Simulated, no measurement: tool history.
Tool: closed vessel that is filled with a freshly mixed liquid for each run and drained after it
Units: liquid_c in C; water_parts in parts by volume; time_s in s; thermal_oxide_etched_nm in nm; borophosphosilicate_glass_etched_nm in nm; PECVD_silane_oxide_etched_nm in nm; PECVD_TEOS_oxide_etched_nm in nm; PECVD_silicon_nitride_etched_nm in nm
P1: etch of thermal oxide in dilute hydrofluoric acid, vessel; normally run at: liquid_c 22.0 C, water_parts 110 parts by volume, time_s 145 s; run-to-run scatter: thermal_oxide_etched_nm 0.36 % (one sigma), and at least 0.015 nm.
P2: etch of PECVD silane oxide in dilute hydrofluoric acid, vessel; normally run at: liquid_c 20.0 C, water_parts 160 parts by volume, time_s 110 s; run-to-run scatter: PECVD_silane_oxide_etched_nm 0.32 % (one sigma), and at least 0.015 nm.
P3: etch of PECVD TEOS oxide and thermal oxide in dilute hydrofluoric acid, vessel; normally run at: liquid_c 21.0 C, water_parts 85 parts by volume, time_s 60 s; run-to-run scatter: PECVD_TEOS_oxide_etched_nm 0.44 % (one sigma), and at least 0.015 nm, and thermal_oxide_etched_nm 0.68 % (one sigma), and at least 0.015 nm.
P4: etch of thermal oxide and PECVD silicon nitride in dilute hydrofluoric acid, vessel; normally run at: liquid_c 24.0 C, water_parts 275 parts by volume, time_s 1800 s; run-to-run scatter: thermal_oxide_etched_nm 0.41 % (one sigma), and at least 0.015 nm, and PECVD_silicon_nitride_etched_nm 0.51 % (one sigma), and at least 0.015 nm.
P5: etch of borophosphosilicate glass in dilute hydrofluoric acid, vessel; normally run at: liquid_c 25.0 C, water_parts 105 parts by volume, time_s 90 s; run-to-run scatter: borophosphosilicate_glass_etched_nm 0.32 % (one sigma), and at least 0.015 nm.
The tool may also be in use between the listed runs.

run,day,process,liquid_c,water_parts,time_s,hours since the thermometer was replaced,hours since the hydrofluoric acid flow meter was replaced,thermal_oxide_etched_nm,borophosphosilicate_glass_etched_nm,PECVD_silane_oxide_etched_nm,PECVD_TEOS_oxide_etched_nm,PECVD_silicon_nitride_etched_nm
1,0.483,P1,22.0,110,145,774.4,622.0,5.6079,,,,
2,1.029,P5,25.0,105,30,787.5,635.1,,15.853,,,
3,1.475,P1,22.0,185,145,798.2,645.8,3.0798,,,,
4,1.779,P2,20.0,160,45,805.5,653.1,,,5.357,,
5,2.154,P3,21.0,85,115,814.5,662.1,5.8023,,,33.544,
6,2.612,P5,17.5,105,90,825.5,673.1,,35.258,,,
7,3.121,P1,29.0,45,145,837.7,685.3,19.6160,,,,
8,3.496,P1,22.0,110,145,846.7,694.3,5.5684,,,,
9,4.000,P1,17.0,110,145,858.8,706.4,4.5427,,,,
10,4.325,P2,20.0,35,110,866.6,714.2,,,68.891,,
11,4.888,P1,22.0,25,145,880.1,727.7,27.2180,,,,
12,5.404,P3,17.0,85,60,892.5,740.1,2.5454,,,14.778,
13,5.838,P5,25.0,185,90,902.9,750.5,,24.749,,,
14,6.175,P1,22.0,110,240,911.0,758.6,9.2729,,,,
15,6.475,P1,22.0,150,205,918.2,765.8,5.5516,,,,
16,6.946,P4,30.5,275,1800,929.5,777.1,31.5220,,,,36.359
17,7.275,P2,20.0,160,110,937.4,785.0,,,13.089,,
18,7.833,P4,24.0,275,1800,950.8,798.4,25.1860,,,,24.708
19,8.412,P1,22.0,110,30,964.7,812.3,1.1457,,,,
20,8.929,P2,17.0,160,110,977.1,824.7,,,11.557,,
21,9.475,P5,25.0,105,90,990.2,837.8,,47.558,,,
22,9.962,P1,22.0,110,145,1001.9,849.5,5.5275,,,,
23,10.350,P4,24.0,75,1800,1011.2,858.8,114.7500,,,,88.987
24,10.838,P1,22.0,110,145,1022.9,870.5,5.5853,,,,
25,11.392,P4,24.0,275,3405,1036.2,883.8,47.7910,,,,46.819
26,11.938,P4,24.0,275,1800,1049.3,896.9,25.2460,,,,24.633
27,12.392,P5,25.0,105,90,1060.2,907.8,,47.605,,,
28,12.704,P3,21.0,55,60,1067.7,915.3,4.8029,,,28.140,
29,13.121,P3,21.0,85,60,1077.7,925.3,3.0459,,,17.552,
30,13.462,P1,30.0,110,145,1085.9,933.5,7.6176,,,,
31,13.867,P1,22.0,110,145,1095.6,943.2,5.6371,,,,
32,14.300,P1,22.0,110,145,1106.0,953.6,5.4175,,,,
33,14.867,P1,22.0,110,145,1119.6,967.2,5.2981,,,,
34,15.392,P1,22.0,110,145,1132.2,979.8,5.2508,,,,
35,15.679,P1,22.0,110,145,1139.1,986.7,5.1893,,,,
36,16.146,P1,22.0,110,145,1150.3,997.9,5.1737,,,,
37,16.654,P1,22.0,110,145,1162.5,1010.1,5.1563,,,,
38,17.138,P1,22.0,110,145,1174.1,1021.7,5.1335,,,,
39,17.662,P1,22.0,110,145,1186.7,1034.3,5.1426,,,,

What P1 gives has crept away from where it was. These 2 causes fit the log equally well, each at the size given:
A: hydrofluoric acid flow below the setpoint (%) = 7.09
B: liquid colder than its thermometer reads (K) = 2.06
The creep began at about day 13.867.

4 check runs are offered, one wafer each, their results left as question marks. Which one tells the causes apart?
check 1,18.188,P4,24.0,110,3385,,,?,,,,?
check 2,18.188,P3,21.0,55,90,,,?,,,?,
check 3,18.188,P5,22.0,145,90,,,,?,,,
check 4,18.188,P2,20.0,70,65,,,,,?,,

What each check would give under each cause:
check,result,if A,if B
check 1,thermal_oxide_etched_nm,130.6200,130.8500
check 1,PECVD_silicon_nitride_etched_nm,106.820,100.230
check 2,thermal_oxide_etched_nm,6.6818,6.6253
check 2,PECVD_TEOS_oxide_etched_nm,38.948,38.619
check 3,borophosphosilicate_glass_etched_nm,26.928,27.041
check 4,PECVD_silane_oxide_etched_nm,17.973,17.842
How far apart the two closest causes lie, in the result that separates them most: check 1 6.37 %; check 2 0.85 %; check 3 0.42 %; check 4 0.73 %
Check 1 tells the causes apart: in the others they would give nearly the same result.

Then check 1 was run and gave: thermal_oxide_etched_nm 131.7300 nm; PECVD_silicon_nitride_etched_nm 100.960 nm. Which cause is it?

It is B: liquid colder than its thermometer reads (K).
